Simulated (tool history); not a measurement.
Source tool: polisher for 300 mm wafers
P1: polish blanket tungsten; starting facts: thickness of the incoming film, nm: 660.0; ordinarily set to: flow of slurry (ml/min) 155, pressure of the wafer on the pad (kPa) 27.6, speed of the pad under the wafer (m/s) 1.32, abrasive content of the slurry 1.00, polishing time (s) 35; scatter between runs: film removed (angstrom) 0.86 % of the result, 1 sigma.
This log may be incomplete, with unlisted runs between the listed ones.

run,day,flow of slurry (ml/min),pressure of the wafer on the pad (kPa),speed of the pad under the wafer (m/s),abrasive content of the slurry,polishing time (s),wafers polished on this pad,hours since the slurry nozzle was cleaned,hours since the head pressure was calibrated,hours since the slurry blender was calibrated,hours since the slurry got fresh peroxide,film removed (angstrom)
1,0.262,155,27.6,1.32,1.00,35,391,606.6,779.0,48.2,84.9,2834.0
2,0.600,240,27.6,1.32,1.00,35,469,614.7,787.1,56.3,93.0,3009.4
3,0.950,155,27.6,1.32,1.00,35,549,623.1,795.5,64.7,101.4,2828.6
4,1.196,95,27.6,1.32,1.00,35,605,629.0,801.4,70.6,107.3,2581.2
5,1.500,155,27.6,1.32,0.50,35,675,636.3,808.7,77.9,114.6,2391.9
6,1.700,105,27.6,1.32,1.45,35,721,641.1,813.5,82.7,119.4,2865.3
7,1.933,155,27.6,1.32,1.00,35,775,646.7,819.1,88.3,125.0,2797.4
# day 2.079: slurry tank refilled with fresh slurry and peroxide
8,2.308,155,27.6,1.32,1.00,55,861,655.7,828.1,97.3,5.5,4408.1
9,2.529,155,27.6,1.32,1.00,35,911,661.0,833.4,102.6,10.8,2846.1
10,2.746,155,13.8,1.32,1.25,35,961,666.2,838.6,107.8,16.0,1497.0
11,2.971,155,27.6,1.32,1.00,35,1013,671.6,844.0,113.2,21.4,2855.2
12,3.212,155,27.6,0.78,1.00,35,1068,677.4,849.8,119.0,27.2,1686.8
13,3.508,155,41.4,1.32,1.00,35,1136,684.5,856.9,126.1,34.3,4237.0
# day 3.600: head pressure recalibrated
14,3.804,155,27.6,2.00,1.00,35,1204,691.6,5.0,133.2,41.4,4257.3
15,4.042,155,27.6,1.32,1.00,16,1258,697.3,10.7,138.9,47.1,1291.4
16,4.304,155,27.6,1.32,1.00,35,1319,703.6,17.0,145.2,53.4,2843.8
17,4.600,155,17.2,1.32,1.00,35,1387,710.7,24.1,152.3,60.5,1783.2
18,4.983,155,27.6,1.32,1.30,35,1475,719.9,33.3,161.5,69.7,2964.2
19,5.162,155,27.6,1.32,1.00,35,1516,724.2,37.6,165.8,74.0,2810.9
20,5.475,155,27.6,1.32,1.00,35,1587,731.7,45.1,173.3,81.5,2742.1
21,5.821,155,27.6,1.32,1.00,35,1667,740.0,53.4,181.6,89.8,2628.5
# day 5.979: head pressure recalibrated
22,6.158,155,27.6,1.32,1.00,35,1744,748.1,4.4,189.7,97.9,2635.3
# day 6.379: slurry blender recalibrated
# day 6.417: slurry tank refilled with fresh slurry and peroxide
23,6.488,155,27.6,1.32,1.00,35,1820,756.0,12.3,2.7,1.8,2576.8
24,6.729,155,27.6,1.32,1.00,35,1875,761.8,18.1,8.5,7.6,2583.7
25,7.104,155,27.6,1.32,1.00,35,1961,770.8,27.1,17.5,16.6,2567.9

What P1 gives has crept away from where it was. These 2 causes fit the log equally well, each at the size given:
A: removal rate lost through wear of the pad, % = 8.64
B: slurry flow missing at the pad, % = 35.7
The gradual shift began around day 5.162.
Ruled out, with reasons:
head's pressure below its setpoint, %: serviced after onset, at day 5.979, with no recovery of the prior output
abrasive missing from the slurry, %: serviced after onset, at day 6.379, with no recovery of the prior output
peroxide lost from the slurry, %: serviced after onset, at day 6.417, with no recovery of the prior output

Consider the 4 check runs below, whose results appear as question marks and each of which averages 5 wafers. Which one distinguishes the causes, in that each cause would give it a clearly different result?
check 1,7.479,155,27.6,1.32,0.65,18,,,,,,?
check 2,7.479,155,27.6,1.32,0.60,16,,,,,,?
check 3,7.479,155,27.6,0.80,1.00,53,,,,,,?
check 4,7.479,230,27.6,1.32,0.80,35,,,,,,?

Check results expected under each cause:
check,result,if A,if B
check 1,film removed (angstrom),1201.3,1201.1
check 2,film removed (angstrom),1048.7,1048.6
check 3,film removed (angstrom),2368.5,2368.2
check 4,film removed (angstrom),2587.8,2659.8
Distance between the nearest two causes, measured in the result of the check that separates them most: check 1 0.01 %; check 2 0.01 %; check 3 0.01 %; check 4 2.75 %
Only check 4 tells the causes apart: in the others they would give nearly the same result.

Running check 4 produced the following: film removed (angstrom) 2661.4. Which one of the listed causes fits?

It is B: slurry flow missing at the pad, %.
